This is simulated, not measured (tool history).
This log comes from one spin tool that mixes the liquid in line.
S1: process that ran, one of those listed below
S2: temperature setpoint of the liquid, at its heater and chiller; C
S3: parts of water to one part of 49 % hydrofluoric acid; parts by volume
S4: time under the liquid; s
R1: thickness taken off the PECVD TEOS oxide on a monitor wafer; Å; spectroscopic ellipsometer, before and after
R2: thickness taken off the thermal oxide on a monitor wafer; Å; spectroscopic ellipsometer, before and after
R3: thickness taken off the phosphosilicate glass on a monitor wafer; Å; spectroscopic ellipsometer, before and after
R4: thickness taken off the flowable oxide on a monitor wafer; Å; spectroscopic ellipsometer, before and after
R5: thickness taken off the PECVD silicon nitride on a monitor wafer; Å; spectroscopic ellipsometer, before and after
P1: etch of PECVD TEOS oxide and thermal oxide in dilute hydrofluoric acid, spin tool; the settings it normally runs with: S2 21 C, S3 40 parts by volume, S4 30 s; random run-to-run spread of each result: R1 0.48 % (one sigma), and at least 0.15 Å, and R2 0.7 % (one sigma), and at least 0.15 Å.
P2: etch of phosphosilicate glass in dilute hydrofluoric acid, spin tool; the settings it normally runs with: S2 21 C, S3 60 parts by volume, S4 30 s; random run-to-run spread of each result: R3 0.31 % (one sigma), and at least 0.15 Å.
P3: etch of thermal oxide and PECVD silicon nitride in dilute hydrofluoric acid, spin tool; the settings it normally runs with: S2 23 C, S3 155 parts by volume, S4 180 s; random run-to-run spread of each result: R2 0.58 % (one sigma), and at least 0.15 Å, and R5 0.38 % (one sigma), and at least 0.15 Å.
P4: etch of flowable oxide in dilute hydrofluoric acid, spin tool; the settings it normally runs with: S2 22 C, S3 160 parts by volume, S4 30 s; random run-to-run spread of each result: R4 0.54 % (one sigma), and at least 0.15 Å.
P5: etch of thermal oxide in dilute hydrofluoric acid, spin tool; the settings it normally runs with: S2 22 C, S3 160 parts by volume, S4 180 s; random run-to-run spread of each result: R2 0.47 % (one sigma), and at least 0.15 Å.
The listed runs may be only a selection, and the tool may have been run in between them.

| run | day | S1 | S2 | S3 | S4 | R1 | R2 | R3 | R4 | R5 |
|---|---|---|---|---|---|---|---|---|---|---|
| 1 | 0.562 | P1 | 21 | 40 | 30 | 126.92 | 34.943 |  |  |  |
| 2 | 0.962 | P1 | 21 | 40 | 15 | 63.735 | 17.202 |  |  |  |
| 3 | 1.629 | P2 | 17 | 60 | 30 |  |  | 234.16 |  |  |
| 4 | 1.975 | P2 | 21 | 60 | 55 |  |  | 512.46 |  |  |
| 5 | 2.396 | P1 | 29.5 | 40 | 30 | 180.47 | 49.329 |  |  |  |
| 6 | 3.054 | P1 | 27.5 | 55 | 30 | 118.39 | 31.614 |  |  |  |
| 7 | 3.392 | P1 | 21 | 40 | 55 | 231.07 | 62.371 |  |  |  |
| 8 | 3.896 | P5 | 22 | 160 | 180 |  | 44.381 |  |  |  |
| 9 | 4.404 | P4 | 22 | 160 | 45 |  |  |  | 86.199 |  |
| 10 | 4.771 | P1 | 21 | 40 | 30 | 126.83 | 34.404 |  |  |  |
| 11 | 5.479 | P3 | 23 | 155 | 180 |  | 48.772 |  |  | 61.961 |
| 12 | 5.917 | P5 | 17 | 160 | 180 |  | 36.194 |  |  |  |
| 13 | 6.554 | P4 | 22 | 160 | 30 |  |  |  | 57.332 |  |
| 14 | 7.167 | P1 | 21 | 40 | 30 | 126.73 | 34.368 |  |  |  |
| 15 | 7.554 | P5 | 22 | 160 | 60 |  | 14.833 |  |  |  |
| 16 | 7.9 | P3 | 17 | 155 | 180 |  | 38.487 |  |  | 41.153 |
| 17 | 8.408 | P1 | 17 | 40 | 30 | 106.25 | 28.947 |  |  |  |
| 18 | 8.962 | P4 | 17 | 160 | 30 |  |  |  | 47.219 |  |
| 19 | 9.483 | P3 | 23 | 285 | 180 |  | 23.507 |  |  | 33.798 |
| 20 | 9.971 | P1 | 21 | 75 | 30 | 65.098 | 17.684 |  |  |  |
| 21 | 10.517 | P5 | 22 | 160 | 180 |  | 44.243 |  |  |  |
| 22 | 11.1 | P1 | 17 | 40 | 15 | 53.183 | 14.364 |  |  |  |
| 23 | 11.646 | P4 | 22 | 80 | 30 |  |  |  | 127.09 |  |
| 24 | 12.067 | P2 | 21 | 90 | 30 |  |  | 179.84 |  |  |
| 25 | 12.571 | P1 | 21 | 40 | 30 | 127.14 | 34.659 |  |  |  |
| 26 | 13.125 | P3 | 23 | 155 | 345 |  | 94.167 |  |  | 117.67 |
| 27 | 13.825 | P5 | 22 | 30 | 180 |  | 273.88 |  |  |  |
| 28 | 14.288 | P2 | 21 | 60 | 30 |  |  | 277.97 |  |  |
| 29 | 14.662 | P1 | 21 | 20 | 30 | 257.97 | 70.405 |  |  |  |
| 30 | 15.058 | P1 | 21 | 40 | 30 | 126.92 | 33.674 |  |  |  |
| 31 | 15.633 | P1 | 21 | 40 | 30 | 126.34 | 33.864 |  |  |  |
| 32 | 16.196 | P4 | 22 | 160 | 30 |  |  |  | 56.798 |  |
| 33 | 16.779 | P1 | 21 | 40 | 30 | 126.7 | 34.059 |  |  |  |
| 34 | 17.433 | P1 | 21 | 40 | 30 | 122.68 | 33.14 |  |  |  |
| 35 | 18.129 | P1 | 21 | 40 | 30 | 119.93 | 32.585 |  |  |  |
| 36 | 18.7 | P1 | 21 | 40 | 30 | 119.84 | 32.671 |  |  |  |
| 37 | 19.238 | P1 | 21 | 40 | 30 | 119.55 | 32.026 |  |  |  |
| 38 | 19.904 | P1 | 21 | 40 | 30 | 118.99 | 31.979 |  |  |  |
| 39 | 20.596 | P1 | 21 | 40 | 30 | 118.37 | 31.284 |  |  |  |
| 40 | 21.3 | P1 | 21 | 40 | 30 | 117.3 | 32.075 |  |  |  |

P1 has crept away from where it was. The log is fitted equally well by each of these 2 causes, at the sizes shown:
A: hydrofluoric acid flow below the setpoint (%) = 6.31
B: liquid colder than its thermometer reads (K) = 1.61
The gradual shift began around day 16.779.

Which of the 4 check runs listed below, each an average over 2 wafers with its results shown as question marks, gives clearly different results under the different listed causes?
| check 1 | 22.004 | P5 | 22 | 45 | 180 |  | ? |  |  |  |
| check 2 | 22.004 | P4 | 22 | 95 | 30 |  |  |  | ? |  |
| check 3 | 22.004 | P2 | 21 | 60 | 55 |  |  | ? |  |  |
| check 4 | 22.004 | P3 | 17.5 | 235 | 180 |  | ? |  |  | ? |

Expected result of each check under each candidate cause:
| check | result | if A | if B |
|---|---|---|---|
| check 1 | R2 | 167.04 | 167.21 |
| check 2 | R4 | 96.702 | 97.388 |
| check 3 | R3 | 476.39 | 477.47 |
| check 4 | R2 | 22.396 | 22.757 |
| check 4 | R5 | 26.914 | 25.72 |
Per-check spread between the two closest causes, in the result where they differ most: check 1 0.1 %; check 2 0.71 %; check 3 0.23 %; check 4 4.54 %
Check 4 is the one run that separates the causes; every other check would come out nearly the same whichever cause is at work.

Check 4 was then run and gave: R2 22.405 Å; R5 27.082 Å. Which cause is it?

A is the cause: hydrofluoric acid flow below the setpoint (%).

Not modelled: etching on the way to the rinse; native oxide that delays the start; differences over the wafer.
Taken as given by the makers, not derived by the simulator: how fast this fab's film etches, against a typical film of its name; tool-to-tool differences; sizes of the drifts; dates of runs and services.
